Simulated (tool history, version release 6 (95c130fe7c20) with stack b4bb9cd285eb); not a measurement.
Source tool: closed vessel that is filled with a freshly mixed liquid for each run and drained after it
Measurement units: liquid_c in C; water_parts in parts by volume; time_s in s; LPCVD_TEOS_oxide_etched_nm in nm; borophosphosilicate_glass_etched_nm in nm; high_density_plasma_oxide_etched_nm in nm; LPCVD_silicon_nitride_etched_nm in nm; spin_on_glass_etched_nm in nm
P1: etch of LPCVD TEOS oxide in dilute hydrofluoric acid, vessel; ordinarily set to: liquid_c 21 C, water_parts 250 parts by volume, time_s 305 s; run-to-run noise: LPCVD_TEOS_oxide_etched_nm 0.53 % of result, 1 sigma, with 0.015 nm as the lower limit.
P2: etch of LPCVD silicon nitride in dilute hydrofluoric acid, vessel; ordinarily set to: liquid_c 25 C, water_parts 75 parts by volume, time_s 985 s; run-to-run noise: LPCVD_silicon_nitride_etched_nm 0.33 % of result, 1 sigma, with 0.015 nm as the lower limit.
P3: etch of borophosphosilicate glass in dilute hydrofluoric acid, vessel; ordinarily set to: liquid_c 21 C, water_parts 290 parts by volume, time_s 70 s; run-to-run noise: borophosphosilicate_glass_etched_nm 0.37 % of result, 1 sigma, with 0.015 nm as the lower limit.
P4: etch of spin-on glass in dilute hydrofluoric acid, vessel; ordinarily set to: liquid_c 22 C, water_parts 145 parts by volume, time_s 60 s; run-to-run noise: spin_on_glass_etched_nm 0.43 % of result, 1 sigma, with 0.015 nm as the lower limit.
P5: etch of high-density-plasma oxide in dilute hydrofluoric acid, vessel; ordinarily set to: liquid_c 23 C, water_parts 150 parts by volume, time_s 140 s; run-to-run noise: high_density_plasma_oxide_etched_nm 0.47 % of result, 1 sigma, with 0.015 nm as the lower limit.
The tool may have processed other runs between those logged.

run,hour,process,liquid_c,water_parts,time_s,hours since the thermometer was replaced,hours since the hydrofluoric acid flow meter was replaced,LPCVD_TEOS_oxide_etched_nm,borophosphosilicate_glass_etched_nm,high_density_plasma_oxide_etched_nm,LPCVD_silicon_nitride_etched_nm,spin_on_glass_etched_nm
1,4.5,P1,21,250,305,1476.7,127.1,28.889,,,,
2,8.7,P1,25,380,305,1480.9,131.3,19.56,,,,
3,14.1,P3,21,290,70,1486.3,136.7,,8.0105,,,
4,20.6,P5,23,235,140,1492.8,143.2,,,2.8389,,
5,26,P3,21,175,70,1498.2,148.6,,14.855,,,
6,31.3,P2,25,75,985,1503.5,153.9,,,,7.2855,
7,38.1,P3,21,290,115,1510.3,160.7,,13.139,,,
8,41.9,P3,17,290,70,1514.1,164.5,,6.9087,,,
9,46.5,P1,17,405,305,1518.7,169.1,13.632,,,,
10,51,P1,21,250,305,1523.2,173.6,29.127,,,,
11,58.1,P4,22,260,60,1530.3,180.7,,,,,12.013
12,63.5,P5,23,150,140,1535.7,186.1,,,4.9732,,
13,69.4,P4,27,145,60,1541.6,192,,,,,29.483
14,77,P1,25.5,250,305,1549.2,199.6,33.589,,,,
15,80.5,P4,22,145,95,1552.7,203.1,,,,,38.281
16,85.1,P5,23,150,140,1557.3,207.7,,,4.8474,,
17,89.5,P2,20.5,75,985,1561.7,212.1,,,,5.4072,
18,93,P1,21,250,305,1565.2,215.6,29.005,,,,
19,100.3,P1,21,250,305,1572.5,222.9,28.805,,,,
20,107.1,P1,17,250,305,1579.3,229.7,25.002,,,,
21,113.7,P2,25,35,985,1585.9,236.3,,,,15.267,
22,117.2,P4,22,145,60,1589.4,239.8,,,,,24.159
23,122.9,P3,21,290,70,1595.1,245.5,,8.0097,,,
24,128.7,P1,21,90,305,1600.9,251.3,93.941,,,,
25,135,P1,21,250,160,1607.2,257.6,15.207,,,,
26,141,P2,25,75,150,1613.2,263.6,,,,1.1125,
27,147.3,P1,27,250,590,1619.5,269.9,69.243,,,,
28,153,P5,18.5,150,140,1625.2,275.6,,,4.0897,,
29,157.8,P1,21,425,305,1630,280.4,14.641,,,,
30,161.8,P1,21,250,305,1634,284.4,28.716,,,,
31,168.9,P5,23,150,240,1641.1,291.5,,,8.4362,,
32,175.9,P1,21,250,530,1648.1,298.5,50.153,,,,
33,180.7,P4,22,145,60,1652.9,303.3,,,,,24.325
34,184.4,P1,21,250,305,1656.6,307,28.966,,,,
35,191.7,P1,21,250,305,1663.9,314.3,28.141,,,,
36,197.2,P1,21,250,305,1669.4,319.8,27.934,,,,
37,201,P1,21,250,305,1673.2,323.6,27.895,,,,
38,206.3,P1,21,250,305,1678.5,328.9,27.701,,,,
39,212.5,P1,21,250,305,1684.7,335.1,27.71,,,,
40,216.4,P1,21,250,305,1688.6,339,27.783,,,,
41,220.2,P1,21,250,305,1692.4,342.8,27.426,,,,
42,223.9,P1,21,250,305,1696.1,346.5,27.354,,,,
43,231.4,P1,21,250,305,1703.6,354,27.511,,,,

What P1 gives has crept off from where it sat before. The 2 causes that follow fit the log equally well, each at the size noted:
A: hydrofluoric acid flow below the setpoint (%) = 4.16
B: liquid colder than its thermometer reads (K) = 1.42
The creep began at about hour 184.4.

Which of the 4 check runs listed below separates the causes, so that each cause would produce a clearly different result? Each run uses one wafer, and its results are marked with question marks.
check 1,238.9,P5,23,150,140,,,,,?,,
check 2,238.9,P4,22,145,60,,,,,,,?
check 3,238.9,P3,21,290,70,,,,?,,,
check 4,238.9,P2,25,75,985,,,,,,?,

How each check would come out, cause by cause:
check,result,if A,if B
check 1,high_density_plasma_oxide_etched_nm,4.6803,4.6546
check 2,spin_on_glass_etched_nm,23.057,22.904
check 3,borophosphosilicate_glass_etched_nm,7.5607,7.5765
check 4,LPCVD_silicon_nitride_etched_nm,6.9536,6.5985
Minimum pairwise separation of causes per check, each pair taken at its best-separating result: check 1 0.55 %; check 2 0.66 %; check 3 0.21 %; check 4 5.24 %
The causes can be told apart only by check 4. The other checks would give nearly the same results under each of them.

Running check 4 produced the following: LPCVD_silicon_nitride_etched_nm 6.9471 nm. Which one of the listed causes fits?

The cause is A: hydrofluoric acid flow below the setpoint (%).
